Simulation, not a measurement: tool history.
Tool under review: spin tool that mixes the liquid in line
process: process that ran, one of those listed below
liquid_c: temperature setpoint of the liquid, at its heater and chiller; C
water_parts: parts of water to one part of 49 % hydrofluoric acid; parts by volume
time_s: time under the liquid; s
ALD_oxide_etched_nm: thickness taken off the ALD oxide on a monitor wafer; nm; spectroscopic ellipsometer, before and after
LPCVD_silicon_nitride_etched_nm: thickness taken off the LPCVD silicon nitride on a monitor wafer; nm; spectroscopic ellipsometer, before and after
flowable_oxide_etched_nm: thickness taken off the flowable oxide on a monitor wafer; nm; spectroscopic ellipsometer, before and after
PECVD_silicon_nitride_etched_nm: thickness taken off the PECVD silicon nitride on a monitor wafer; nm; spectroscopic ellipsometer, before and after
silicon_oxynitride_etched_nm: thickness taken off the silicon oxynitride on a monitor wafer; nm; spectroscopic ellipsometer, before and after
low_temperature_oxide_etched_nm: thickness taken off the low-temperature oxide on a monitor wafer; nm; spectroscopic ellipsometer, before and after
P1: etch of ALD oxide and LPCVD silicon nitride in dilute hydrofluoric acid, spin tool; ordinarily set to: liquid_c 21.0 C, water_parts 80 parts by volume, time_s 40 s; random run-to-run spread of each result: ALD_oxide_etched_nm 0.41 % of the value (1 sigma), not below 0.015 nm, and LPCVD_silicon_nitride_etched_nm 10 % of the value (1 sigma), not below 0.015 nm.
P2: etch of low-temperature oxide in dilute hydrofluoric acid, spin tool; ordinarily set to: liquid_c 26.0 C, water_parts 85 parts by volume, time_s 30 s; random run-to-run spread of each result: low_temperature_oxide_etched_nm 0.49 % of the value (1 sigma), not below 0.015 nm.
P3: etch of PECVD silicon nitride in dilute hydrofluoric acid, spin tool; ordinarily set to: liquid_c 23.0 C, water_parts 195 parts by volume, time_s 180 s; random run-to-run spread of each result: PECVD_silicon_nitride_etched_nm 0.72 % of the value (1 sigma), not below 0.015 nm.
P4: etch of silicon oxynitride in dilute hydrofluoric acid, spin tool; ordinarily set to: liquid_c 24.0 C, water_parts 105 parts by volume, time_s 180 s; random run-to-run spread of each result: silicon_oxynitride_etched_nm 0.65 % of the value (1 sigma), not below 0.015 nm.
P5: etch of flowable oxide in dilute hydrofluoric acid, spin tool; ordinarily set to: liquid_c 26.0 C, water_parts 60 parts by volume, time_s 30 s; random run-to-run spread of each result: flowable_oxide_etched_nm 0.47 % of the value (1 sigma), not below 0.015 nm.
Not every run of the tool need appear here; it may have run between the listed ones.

run,day,process,liquid_c,water_parts,time_s,hours since the thermometer was replaced,hours since the hydrofluoric acid flow meter was replaced,ALD_oxide_etched_nm,LPCVD_silicon_nitride_etched_nm,flowable_oxide_etched_nm,PECVD_silicon_nitride_etched_nm,silicon_oxynitride_etched_nm,low_temperature_oxide_etched_nm
1,0.325,P1,21.0,80,40,934.2,1013.8,5.8520,0.224260,,,,
2,0.554,P5,26.0,60,15,939.7,1019.3,,,9.5369,,,
3,0.838,P3,23.0,80,180,946.5,1026.1,,,,7.1025,,
# day 1.129: hydrofluoric acid flow meter replaced
4,1.154,P4,29.5,105,180,954.1,0.6,,,,,5.07050,
5,1.458,P2,26.0,85,55,961.4,7.9,,,,,,25.3300
6,1.900,P5,29.5,60,30,972.0,18.5,,,22.0720,,,
7,2.112,P1,21.0,80,40,977.1,23.6,5.8627,0.182910,,,,
8,2.325,P1,21.0,80,80,982.2,28.7,11.7080,0.374290,,,,
9,2.696,P2,31.5,85,30,991.1,37.6,,,,,,17.0860
10,2.917,P2,26.0,85,30,996.4,42.9,,,,,,13.7380
11,3.250,P1,25.0,80,70,1004.4,50.9,11.9810,0.419720,,,,
12,3.583,P3,31.0,195,180,1012.4,58.9,,,,4.8312,,
13,3.821,P1,21.0,80,40,1018.1,64.6,5.8644,0.177550,,,,
14,4.229,P5,26.0,60,30,1027.9,74.4,,,19.1490,,,
15,4.621,P4,24.0,105,30,1037.3,83.8,,,,,0.64362,
16,4.850,P5,26.0,95,30,1042.8,89.3,,,11.5730,,,
# day 5.079: thermometer replaced
17,5.221,P5,26.0,60,30,3.5,98.2,,,19.0790,,,
18,5.525,P3,23.0,195,275,10.8,105.5,,,,4.4929,,
19,5.979,P1,21.0,45,40,21.7,116.4,10.7840,0.417870,,,,
20,6.179,P1,29.0,80,40,26.5,121.2,8.0594,0.361280,,,,
21,6.554,P3,23.0,195,180,35.5,130.2,,,,2.9492,,
22,6.904,P1,21.0,80,15,43.9,138.6,2.1963,0.078066,,,,
23,7.317,P4,24.0,105,180,53.8,148.5,,,,,3.92620,
24,7.725,P1,21.0,145,40,63.6,158.3,2.9800,0.102000,,,,
25,8.029,P1,21.0,80,40,70.9,165.6,5.8160,0.212830,,,,
26,8.233,P1,21.0,80,40,75.8,170.5,5.8165,0.216090,,,,
27,8.583,P1,17.0,80,40,84.2,178.9,4.9138,0.165840,,,,
28,8.912,P4,24.0,105,180,92.1,186.8,,,,,3.91580,
29,9.375,P4,24.0,175,180,103.2,197.9,,,,,2.22490,
30,9.679,P2,26.0,115,30,110.5,205.2,,,,,,9.9238
31,10.025,P1,21.0,80,40,118.8,213.5,5.8536,0.229550,,,,

Forecast run 32:
32,10.325,P1,17.5,80,75,126.0,220.7,?,?,,,,

ALD_oxide_etched_nm: 9.4817 nm
LPCVD_silicon_nitride_etched_nm: 0.250350 nm

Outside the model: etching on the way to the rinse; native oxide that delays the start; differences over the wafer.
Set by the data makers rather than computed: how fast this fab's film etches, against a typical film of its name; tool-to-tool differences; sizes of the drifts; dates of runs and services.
